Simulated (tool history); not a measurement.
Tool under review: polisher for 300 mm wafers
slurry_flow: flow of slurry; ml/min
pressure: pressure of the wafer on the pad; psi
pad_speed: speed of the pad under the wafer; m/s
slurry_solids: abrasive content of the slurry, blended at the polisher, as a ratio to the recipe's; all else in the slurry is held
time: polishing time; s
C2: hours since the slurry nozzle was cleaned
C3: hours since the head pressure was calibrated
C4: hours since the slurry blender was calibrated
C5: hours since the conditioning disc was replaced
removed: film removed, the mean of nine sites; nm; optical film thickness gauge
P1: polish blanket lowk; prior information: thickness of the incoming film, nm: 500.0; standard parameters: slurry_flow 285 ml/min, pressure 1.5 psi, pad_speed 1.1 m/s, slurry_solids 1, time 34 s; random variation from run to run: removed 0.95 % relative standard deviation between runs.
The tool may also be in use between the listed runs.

Run 1, hour 6.6: slurry_flow 285 ml/min, pressure 1.5 psi, pad_speed 1.1 m/s, slurry_solids 1, time 34 s; wafers polished on this pad 391; C2 350.3; C3 273.5; C4 102.9; C5 78. Result: removed 9.9865 nm.
Run 2, hour 14.8: slurry_flow 285 ml/min, pressure 1.5 psi, pad_speed 1.1 m/s, slurry_solids 1, time 34 s; wafers polished on this pad 477; C2 358.5; C3 281.7; C4 111.1; C5 86.2. Result: removed 10.066 nm.
At hour 17.4: slurry nozzle cleaned.
Run 3, hour 21.8: slurry_flow 285 ml/min, pressure 1.5 psi, pad_speed 1.1 m/s, slurry_solids 1, time 15 s; wafers polished on this pad 550; C2 4.5; C3 288.7; C4 118.1; C5 93.2. Result: removed 4.4377 nm.
Run 4, hour 28.2: slurry_flow 445 ml/min, pressure 1.5 psi, pad_speed 1.1 m/s, slurry_solids 1, time 34 s; wafers polished on this pad 616; C2 10.9; C3 295.1; C4 124.5; C5 99.6. Result: removed 10.532 nm.
Run 5, hour 36.4: slurry_flow 285 ml/min, pressure 1.1 psi, pad_speed 1.1 m/s, slurry_solids 1, time 34 s; wafers polished on this pad 702; C2 19.1; C3 303.3; C4 132.7; C5 107.8. Result: removed 7.3644 nm.
Run 6, hour 45.9: slurry_flow 285 ml/min, pressure 1.5 psi, pad_speed 1.1 m/s, slurry_solids 1, time 34 s; wafers polished on this pad 801; C2 28.6; C3 312.8; C4 142.2; C5 117.3. Result: removed 10.026 nm.
Run 7, hour 58.8: slurry_flow 285 ml/min, pressure 2.1 psi, pad_speed 1.1 m/s, slurry_solids 1, time 34 s; wafers polished on this pad 936; C2 41.5; C3 325.7; C4 155.1; C5 130.2. Result: removed 14.039 nm.
Run 8, hour 66.9: slurry_flow 370 ml/min, pressure 1.5 psi, pad_speed 0.68 m/s, slurry_solids 1, time 34 s; wafers polished on this pad 1020; C2 49.6; C3 333.8; C4 163.2; C5 138.3. Result: removed 7.1089 nm.
Run 9, hour 76: slurry_flow 285 ml/min, pressure 1.5 psi, pad_speed 1.1 m/s, slurry_solids 1, time 34 s; wafers polished on this pad 1115; C2 58.7; C3 342.9; C4 172.3; C5 147.4. Result: removed 10.271 nm.
Run 10, hour 83.8: slurry_flow 285 ml/min, pressure 1.5 psi, pad_speed 0.76 m/s, slurry_solids 1, time 34 s; wafers polished on this pad 1196; C2 66.5; C3 350.7; C4 180.1; C5 155.2. Result: removed 7.4793 nm.
Run 11, hour 96.1: slurry_flow 170 ml/min, pressure 1.5 psi, pad_speed 1.1 m/s, slurry_solids 1, time 34 s; wafers polished on this pad 1325; C2 78.8; C3 363; C4 192.4; C5 167.5. Result: removed 9.5548 nm.
Run 12, hour 104.7: slurry_flow 285 ml/min, pressure 1.5 psi, pad_speed 1.1 m/s, slurry_solids 1, time 51 s; wafers polished on this pad 1414; C2 87.4; C3 371.6; C4 201; C5 176.1. Result: removed 14.899 nm.
At hour 109.4: slurry blender recalibrated.
Run 13, hour 110.5: slurry_flow 285 ml/min, pressure 1.5 psi, pad_speed 1.7 m/s, slurry_solids 1, time 34 s; wafers polished on this pad 1475; C2 93.2; C3 377.4; C4 1.1; C5 181.9. Result: removed 14.141 nm.
Run 14, hour 119: slurry_flow 285 ml/min, pressure 1.5 psi, pad_speed 1.1 m/s, slurry_solids 0.5, time 34 s; wafers polished on this pad 1563; C2 101.7; C3 385.9; C4 9.6; C5 190.4. Result: removed 6.7851 nm.
Run 15, hour 125.1: slurry_flow 285 ml/min, pressure 1.5 psi, pad_speed 1.1 m/s, slurry_solids 1.45, time 34 s; wafers polished on this pad 1627; C2 107.8; C3 392; C4 15.7; C5 196.5. Result: removed 11.875 nm.
Run 16, hour 132.8: slurry_flow 285 ml/min, pressure 1.5 psi, pad_speed 1.1 m/s, slurry_solids 1, time 34 s; wafers polished on this pad 1707; C2 115.5; C3 399.7; C4 23.4; C5 204.2. Result: removed 10.128 nm.
Run 17, hour 139.9: slurry_flow 285 ml/min, pressure 1.5 psi, pad_speed 1.1 m/s, slurry_solids 1, time 34 s; wafers polished on this pad 1781; C2 122.6; C3 406.8; C4 30.5; C5 211.3. Result: removed 9.9692 nm.

Run 18, settings as shown, results not yet in. Your forecast:
Run 18, hour 149.5: slurry_flow 285 ml/min, pressure 1.5 psi, pad_speed 1.1 m/s, slurry_solids 1, time 34 s; wafers polished on this pad 1882; C2 132.2; C3 416.4; C4 40.1; C5 220.9. Result: removed ?.

Run 18 yielded removed 9.5353 nm.
